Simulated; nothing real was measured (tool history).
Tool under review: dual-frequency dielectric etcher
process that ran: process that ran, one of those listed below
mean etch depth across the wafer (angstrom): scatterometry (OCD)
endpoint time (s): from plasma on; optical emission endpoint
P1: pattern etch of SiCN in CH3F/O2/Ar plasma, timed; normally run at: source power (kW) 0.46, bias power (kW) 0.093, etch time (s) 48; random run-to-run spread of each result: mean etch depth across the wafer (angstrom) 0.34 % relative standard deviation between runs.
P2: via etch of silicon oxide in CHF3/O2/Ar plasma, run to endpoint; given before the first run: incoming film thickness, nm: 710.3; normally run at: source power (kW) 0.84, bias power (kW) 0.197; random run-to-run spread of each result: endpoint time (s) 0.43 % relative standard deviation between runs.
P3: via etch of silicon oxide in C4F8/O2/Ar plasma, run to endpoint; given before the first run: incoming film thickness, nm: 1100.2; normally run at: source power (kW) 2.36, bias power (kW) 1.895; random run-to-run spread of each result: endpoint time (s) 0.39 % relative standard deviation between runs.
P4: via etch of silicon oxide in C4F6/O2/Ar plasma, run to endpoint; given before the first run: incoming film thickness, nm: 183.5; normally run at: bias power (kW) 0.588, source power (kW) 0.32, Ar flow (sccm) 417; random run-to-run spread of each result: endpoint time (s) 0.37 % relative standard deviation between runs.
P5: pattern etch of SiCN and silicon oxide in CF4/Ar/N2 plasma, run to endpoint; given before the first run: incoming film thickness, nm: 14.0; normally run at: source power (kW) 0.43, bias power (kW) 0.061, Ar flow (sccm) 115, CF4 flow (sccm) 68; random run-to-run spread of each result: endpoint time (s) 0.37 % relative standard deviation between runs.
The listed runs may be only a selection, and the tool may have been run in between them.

| run | day | process that ran | source power (kW) | bias power (kW) | etch time (s) | Ar flow (sccm) | CF4 flow (sccm) | mean etch depth across the wafer (angstrom) | endpoint time (s) |
|---|---|---|---|---|---|---|---|---|---|
| 1 | 0.638 | P1 | 0.46 | 0.093 | 48 |  |  | 204.98 |  |
| 2 | 1.225 | P3 | 2.36 | 1.895 |  |  |  |  | 209.06 |
| 3 | 1.804 | P5 | 0.43 | 0.04 |  | 115 | 68 |  | 20.31 |
| 4 | 2.342 | P1 | 0.46 | 0.093 | 58.5 |  |  | 247.41 |  |
|  | 2.667 | bias power generator calibrated |
| 5 | 2.767 | P4 | 0.21 | 0.588 |  | 417 |  |  | 48.349 |
| 6 | 3.142 | P1 | 0.37 | 0.093 | 48 |  |  | 187.91 |  |
| 7 | 3.812 | P5 | 0.43 | 0.061 |  | 115 | 91 |  | 16.812 |
| 8 | 4.429 | P1 | 0.46 | 0.093 | 48 |  |  | 202.92 |  |
| 9 | 5.062 | P5 | 0.61 | 0.061 |  | 115 | 68 |  | 13.052 |
| 10 | 5.567 | P4 | 0.32 | 0.588 |  | 417 |  |  | 41.618 |
| 11 | 6.092 | P1 | 0.46 | 0.093 | 48 |  |  | 204.87 |  |
|  | 6.546 | wet clean of the chamber |
| 12 | 6.55 | P1 | 0.46 | 0.093 | 48 |  |  | 202.76 |  |
| 13 | 6.917 | P2 | 0.84 | 0.197 |  |  |  |  | 298.56 |
| 14 | 7.571 | P1 | 0.46 | 0.093 | 48 |  |  | 202.61 |  |
| 15 | 8.088 | P1 | 0.46 | 0.113 | 48 |  |  | 218.67 |  |
| 16 | 8.571 | P2 | 0.84 | 0.13 |  |  |  |  | 341.83 |
| 17 | 9.096 | P1 | 0.46 | 0.072 | 48 |  |  | 185.59 |  |
| 18 | 9.458 | P3 | 3.29 | 1.895 |  |  |  |  | 182.06 |
| 19 | 9.792 | P1 | 0.38 | 0.093 | 31 |  |  | 122.91 |  |
| 20 | 10.338 | P1 | 0.64 | 0.093 | 48 |  |  | 229.47 |  |
| 21 | 11.075 | P1 | 0.46 | 0.093 | 32.5 |  |  | 138.42 |  |
| 22 | 11.462 | P3 | 2.36 | 2.55 |  |  |  |  | 191.93 |
| 23 | 11.846 | P5 | 0.43 | 0.061 |  | 83 | 68 |  | 16.816 |
| 24 | 12.446 | P5 | 0.43 | 0.061 |  | 115 | 68 |  | 17.718 |
|  | 12.675 | source power generator calibrated |
| 25 | 13.062 | P4 | 0.32 | 0.448 |  | 417 |  |  | 46.197 |
| 26 | 13.796 | P4 | 0.32 | 0.588 |  | 293 |  |  | 40.116 |
| 27 | 14.167 | P2 | 0.58 | 0.197 |  |  |  |  | 344.56 |
| 28 | 14.888 | P1 | 0.46 | 0.093 | 48 |  |  | 203.58 |  |
| 29 | 15.271 | P1 | 0.46 | 0.093 | 48 |  |  | 204.64 |  |
| 30 | 15.696 | P1 | 0.46 | 0.093 | 48 |  |  | 204.67 |  |
| 31 | 16.129 | P1 | 0.46 | 0.093 | 48 |  |  | 206.56 |  |
| 32 | 16.825 | P1 | 0.46 | 0.093 | 48 |  |  | 207.36 |  |
| 33 | 17.179 | P1 | 0.46 | 0.093 | 48 |  |  | 207.49 |  |
|  | 17.325 | wet clean of the chamber |
| 34 | 17.904 | P1 | 0.46 | 0.093 | 48 |  |  | 207.48 |  |
| 35 | 18.3 | P1 | 0.46 | 0.093 | 48 |  |  | 206.87 |  |

Forecast run 36:
| 36 | 18.888 | P1 | 0.46 | 0.093 | 48 |  |  | ? |  |

Run 36 came out at mean etch depth across the wafer (angstrom) 206.61.
